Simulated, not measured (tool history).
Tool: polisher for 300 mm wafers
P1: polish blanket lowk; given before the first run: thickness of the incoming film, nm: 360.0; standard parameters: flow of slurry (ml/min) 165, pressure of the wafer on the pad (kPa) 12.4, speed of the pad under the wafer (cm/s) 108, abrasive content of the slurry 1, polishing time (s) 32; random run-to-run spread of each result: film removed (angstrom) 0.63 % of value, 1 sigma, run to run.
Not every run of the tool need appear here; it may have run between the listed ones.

| run | day | flow of slurry (ml/min) | pressure of the wafer on the pad (kPa) | speed of the pad under the wafer (cm/s) | abrasive content of the slurry | polishing time (s) | film removed (angstrom) |
|---|---|---|---|---|---|---|---|
| 1 | 0.417 | 165 | 12.4 | 108 | 1 | 32 | 117.51 |
| 2 | 0.796 | 165 | 12.4 | 108 | 1 | 32 | 117.54 |
|  | 0.979 | conditioning disc replaced and pad reconditioned |
| 3 | 1.425 | 165 | 12.4 | 54 | 0.8 | 32 | 60.447 |
| 4 | 1.912 | 245 | 12.4 | 108 | 1 | 32 | 124.15 |
|  | 2.321 | head pressure recalibrated |
| 5 | 2.562 | 100 | 12.4 | 108 | 1 | 32 | 106.86 |
| 6 | 2.908 | 165 | 12.4 | 108 | 0.55 | 32 | 86.917 |
| 7 | 3.188 | 165 | 12.4 | 108 | 1 | 14 | 50.955 |
| 8 | 3.683 | 165 | 12.4 | 108 | 1 | 32 | 118.29 |
| 9 | 4.179 | 165 | 12.4 | 108 | 1.45 | 32 | 134.95 |
| 10 | 4.721 | 165 | 5.5 | 108 | 1 | 32 | 52.03 |
| 11 | 5.342 | 100 | 12.4 | 154 | 1 | 32 | 141.47 |
| 12 | 5.671 | 165 | 12.4 | 154 | 1.45 | 32 | 183.96 |
| 13 | 6.288 | 165 | 18.6 | 108 | 1 | 32 | 175.61 |

What does the tool deliver on the next run?
| 14 | 6.7 | 165 | 12.4 | 108 | 1 | 45 | ? |

{"run 14": {"film removed (angstrom)": 163.61}}

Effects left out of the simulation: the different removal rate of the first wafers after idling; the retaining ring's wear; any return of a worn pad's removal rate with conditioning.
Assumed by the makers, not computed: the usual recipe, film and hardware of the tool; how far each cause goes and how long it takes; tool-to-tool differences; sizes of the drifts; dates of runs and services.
